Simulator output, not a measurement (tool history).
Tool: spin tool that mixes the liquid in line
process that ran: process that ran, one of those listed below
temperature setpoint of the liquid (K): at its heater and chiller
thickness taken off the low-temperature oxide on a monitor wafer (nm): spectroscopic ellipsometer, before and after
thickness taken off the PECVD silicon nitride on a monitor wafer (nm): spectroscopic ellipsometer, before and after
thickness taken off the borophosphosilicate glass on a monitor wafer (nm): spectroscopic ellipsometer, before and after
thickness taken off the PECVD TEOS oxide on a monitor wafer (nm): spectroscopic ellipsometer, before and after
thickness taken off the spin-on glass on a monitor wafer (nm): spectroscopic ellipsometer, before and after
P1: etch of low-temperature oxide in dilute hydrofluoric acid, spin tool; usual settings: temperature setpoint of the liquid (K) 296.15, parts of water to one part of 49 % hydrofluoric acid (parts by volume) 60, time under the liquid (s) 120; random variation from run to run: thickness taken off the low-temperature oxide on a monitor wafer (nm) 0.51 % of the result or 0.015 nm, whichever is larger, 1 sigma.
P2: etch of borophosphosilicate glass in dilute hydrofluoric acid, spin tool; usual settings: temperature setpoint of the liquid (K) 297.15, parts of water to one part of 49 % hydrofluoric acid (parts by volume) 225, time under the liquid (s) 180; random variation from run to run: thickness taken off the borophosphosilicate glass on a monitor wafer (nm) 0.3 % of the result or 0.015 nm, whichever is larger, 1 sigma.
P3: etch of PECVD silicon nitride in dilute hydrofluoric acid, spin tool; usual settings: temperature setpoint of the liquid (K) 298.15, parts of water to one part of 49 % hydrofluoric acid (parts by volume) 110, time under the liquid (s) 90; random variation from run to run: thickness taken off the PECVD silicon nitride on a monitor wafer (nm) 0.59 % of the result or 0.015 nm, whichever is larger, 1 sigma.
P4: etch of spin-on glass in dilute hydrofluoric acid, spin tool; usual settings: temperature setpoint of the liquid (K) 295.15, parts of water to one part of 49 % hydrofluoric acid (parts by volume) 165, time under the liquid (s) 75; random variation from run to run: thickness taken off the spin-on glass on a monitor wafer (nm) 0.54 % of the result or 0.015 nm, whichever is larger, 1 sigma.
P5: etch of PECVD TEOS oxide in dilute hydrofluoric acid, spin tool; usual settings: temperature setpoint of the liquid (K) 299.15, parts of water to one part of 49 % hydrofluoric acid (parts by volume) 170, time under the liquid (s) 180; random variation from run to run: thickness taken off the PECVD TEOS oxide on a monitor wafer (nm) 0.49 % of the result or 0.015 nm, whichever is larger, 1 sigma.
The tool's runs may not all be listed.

run,hour,process that ran,temperature setpoint of the liquid (K),parts of water to one part of 49 % hydrofluoric acid (parts by volume),time under the liquid (s),hours since the thermometer was replaced,hours since the hydrofluoric acid flow meter was replaced,thickness taken off the low-temperature oxide on a monitor wafer (nm),thickness taken off the PECVD silicon nitride on a monitor wafer (nm),thickness taken off the borophosphosilicate glass on a monitor wafer (nm),thickness taken off the PECVD TEOS oxide on a monitor wafer (nm),thickness taken off the spin-on glass on a monitor wafer (nm)
1,3.6,P1,296.15,60,120,324.2,1425.1,27.823,,,,
2,8,P3,298.15,110,150,328.6,1429.5,,7.6284,,,
3,12.7,P1,296.15,30,120,333.3,1434.2,58.758,,,,
4,17.6,P1,296.15,60,15,338.2,1439.1,3.5119,,,,
5,20.1,P1,296.15,85,120,340.7,1441.6,19.244,,,,
6,25.4,P1,290.65,60,120,346,1446.9,22.207,,,,
7,28.9,P2,297.15,225,180,349.5,1450.4,,,31.053,,
8,33.1,P5,299.15,50,180,353.7,1454.6,,,,35.182,
9,35.9,P1,302.15,60,225,356.5,1457.4,66.313,,,,
10,39.5,P1,301.15,60,120,360.1,1461,34.411,,,,
11,45,P5,291.65,170,180,365.6,1466.5,,,,6.663,
12,48.2,P2,301.65,225,180,368.8,1469.7,,,36.11,,
13,53.3,P1,296.15,60,200,373.9,1474.8,46.622,,,,
14,56.7,P2,297.15,55,180,377.3,1478.2,,,153.65,,
15,62,P4,295.15,165,75,382.6,1483.5,,,,,13.025
16,64.9,P4,290.15,165,75,385.5,1486.4,,,,,10.651
# hour 65.1: hydrofluoric acid flow meter replaced
17,67.7,P4,295.15,225,75,388.3,2.6,,,,,8.8562
18,72.8,P2,297.15,225,15,393.4,7.7,,,2.555,,
19,75.4,P4,295.15,165,75,396,10.3,,,,,12.995
20,79.7,P5,299.15,170,180,400.3,14.6,,,,8.8675,
21,84,P3,303.65,110,90,404.6,18.9,,6.531,,,
22,89.3,P1,296.15,60,120,409.9,24.2,28.073,,,,
23,94.4,P3,298.15,155,90,415,29.3,,3.2495,,,
# hour 97.1: thermometer replaced
24,98.1,P3,298.15,110,90,1,33,,4.6083,,,
25,101.7,P1,296.15,60,120,4.6,36.6,27.815,,,,
26,105.8,P5,299.15,170,295,8.7,40.7,,,,14.691,
27,109.1,P1,296.15,60,120,12,44,28.115,,,,
28,113.7,P4,295.15,165,130,16.6,48.6,,,,,22.446
29,118.7,P1,296.15,60,120,21.6,53.6,27.856,,,,
30,123.2,P1,296.15,60,120,26.1,58.1,28.606,,,,
31,125.6,P1,296.15,60,120,28.5,60.5,28.779,,,,
32,130,P1,296.15,60,120,32.9,64.9,29.443,,,,
33,133.3,P1,296.15,60,120,36.2,68.2,29.543,,,,
34,137.8,P1,296.15,60,120,40.7,72.7,29.831,,,,
35,140.6,P1,296.15,60,120,43.5,75.5,29.879,,,,
36,145,P1,296.15,60,120,47.9,79.9,29.919,,,,
37,149.7,P1,296.15,60,120,52.6,84.6,30.052,,,,
38,152.6,P1,296.15,60,120,55.5,87.5,30.173,,,,
39,156.9,P1,296.15,60,120,59.8,91.8,30.173,,,,

What P1 gives has crept away from where it was. These 2 causes fit the log equally well, each at the size given:
A: liquid hotter than its thermometer reads (K) = 1.84
B: hydrofluoric acid flow above the setpoint (%) = 7.23
The creep began at about hour 118.7.

4 check runs are offered, one wafer each, their results left as question marks. Which one tells the causes apart?
check 1,161.2,P5,293.15,55,180,,,,,,?,
check 2,161.2,P3,298.15,110,140,,,,?,,,
check 3,161.2,P2,297.15,70,85,,,,,?,,
check 4,161.2,P4,295.15,165,115,,,,,,,?

What each check would give under each cause:
check,result,if A,if B
check 1,thickness taken off the PECVD TEOS oxide on a monitor wafer (nm),26.853,26.771
check 2,thickness taken off the PECVD silicon nitride on a monitor wafer (nm),8.0569,7.6668
check 3,thickness taken off the borophosphosilicate glass on a monitor wafer (nm),60.351,60.468
check 4,thickness taken off the spin-on glass on a monitor wafer (nm),21.361,21.606
How far apart the two closest causes lie, in the result that separates them most: check 1 0.3 %; check 2 4.96 %; check 3 0.19 %; check 4 1.14 %
Check 2 tells the causes apart: in the others they would give nearly the same result.

Check 2 was then run and gave: thickness taken off the PECVD silicon nitride on a monitor wafer (nm) 8.0492. Which cause is it?

It is A: liquid hotter than its thermometer reads (K).
